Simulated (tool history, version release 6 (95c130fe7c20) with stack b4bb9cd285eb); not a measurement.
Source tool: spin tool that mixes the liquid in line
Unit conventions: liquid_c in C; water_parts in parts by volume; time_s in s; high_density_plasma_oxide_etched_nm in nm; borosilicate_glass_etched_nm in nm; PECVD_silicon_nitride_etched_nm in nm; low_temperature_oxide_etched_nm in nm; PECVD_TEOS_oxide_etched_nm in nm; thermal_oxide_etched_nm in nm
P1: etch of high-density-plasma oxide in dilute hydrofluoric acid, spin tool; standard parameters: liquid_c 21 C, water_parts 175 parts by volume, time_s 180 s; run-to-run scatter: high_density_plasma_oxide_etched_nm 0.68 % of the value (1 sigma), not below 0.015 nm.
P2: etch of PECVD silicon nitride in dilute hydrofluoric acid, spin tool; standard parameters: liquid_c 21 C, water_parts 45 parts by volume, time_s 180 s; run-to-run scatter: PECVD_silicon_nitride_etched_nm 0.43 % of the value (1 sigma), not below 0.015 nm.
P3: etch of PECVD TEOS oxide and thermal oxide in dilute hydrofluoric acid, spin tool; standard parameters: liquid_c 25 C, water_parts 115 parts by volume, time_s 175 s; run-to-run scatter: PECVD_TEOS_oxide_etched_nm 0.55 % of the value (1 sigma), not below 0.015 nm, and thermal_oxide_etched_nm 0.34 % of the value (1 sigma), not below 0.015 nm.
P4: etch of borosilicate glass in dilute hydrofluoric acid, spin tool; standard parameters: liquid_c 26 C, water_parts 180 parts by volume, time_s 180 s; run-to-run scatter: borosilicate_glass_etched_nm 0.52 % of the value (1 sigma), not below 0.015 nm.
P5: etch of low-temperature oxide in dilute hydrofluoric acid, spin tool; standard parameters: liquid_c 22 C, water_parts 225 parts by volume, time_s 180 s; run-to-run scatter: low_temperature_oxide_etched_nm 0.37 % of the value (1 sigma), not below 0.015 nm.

run   hour  process  liquid_c  water_parts  time_s  hours since the thermometer was replaced  hours since the hydrofluoric acid flow meter was replaced  high_density_plasma_oxide_etched_nm  borosilicate_glass_etched_nm  PECVD_silicon_nitride_etched_nm  low_temperature_oxide_etched_nm  PECVD_TEOS_oxide_etched_nm  thermal_oxide_etched_nm
  1    5.6       P1        21          175     180                                     391.2                                                      581.3                               4.3684
  2   11.2       P1        21          175     180                                     396.8                                                      586.9                               4.3948
  3   15.7       P4        26          180     180                                     401.3                                                      591.4                                                            19.1370
  4   24.7       P2        17           45     180                                     410.3                                                      600.4                                                                                              9.9347
  5   29.2       P5        22           75     180                                     414.8                                                      604.9                                                                                                                              30.1930
  6   36.2       P2        21           45     180                                     421.8                                                      611.9                                                                                             13.1310
  7   42.8       P5        22          225     275                                     428.4                                                      618.5                                                                                                                              12.9390
  8   52.1       P3        25          115     175                                     437.7                                                      627.8                                                                                                                                                           20.347                   7.8239
  9   58.3       P3        25          205     175                                     443.9                                                      634.0                                                                                                                                                           10.280                   3.9500
 10   64.6       P1        21          175     280                                     450.2                                                      640.3                               6.8383
 11   72.0       P3        25          115     260                                     457.6                                                      647.7                                                                                                                                                           29.774                  11.6940
 12   81.3       P1        21           75     180                                     466.9                                                      657.0                              11.4090
 13   87.2       P1        21          175     180                                     472.8                                                      662.9                               4.3712
 14   91.2       P1        21          175      55                                     476.8                                                      666.9                               1.3631
 15  100.3       P3        25          115     175                                     485.9                                                      676.0                                                                                                                                                           20.368                   7.8474
 16  107.5       P4        26          180     310                                     493.1                                                      683.2                                                            33.0660
 17  113.5       P4        26          310     180                                     499.1                                                      689.2                                                             9.6199
 18  117.6       P2        21           45     270                                     503.2                                                      693.3                                                                                             19.6660
 19  123.9       P5        28          225     180                                     509.5                                                      699.6                                                                                                                              10.5990
 20  131.9       P1        21          290     180                                     517.5                                                      707.6                               2.3492
 21  140.1       P1        17          175     180                                     525.7                                                      715.8                               3.7660
 22  145.2       P1        21          175     180                                     530.8                                                      720.9                               4.3752
 23  149.9       P1        25          175      55                                     535.5                                                      725.6                               1.5356
 24  154.9       P4        20          180     180                                     540.5                                                      730.6                                                            15.2050
 25  161.3       P1        28          175     180                                     546.9                                                      737.0                               5.6409
 26  167.0       P1        21          175     180                                     552.6                                                      742.7                               4.3403
 27  171.6       P2        21           60     180                                     557.2                                                      747.3                                                                                              9.8813

Run 28 has not been measured yet. What should we expect?
 28  179.8       P5        22          225     180                                     565.4                                                      755.5                                                                                                                                    ?

{"run 28": {"low_temperature_oxide_etched_nm": 8.5039}}
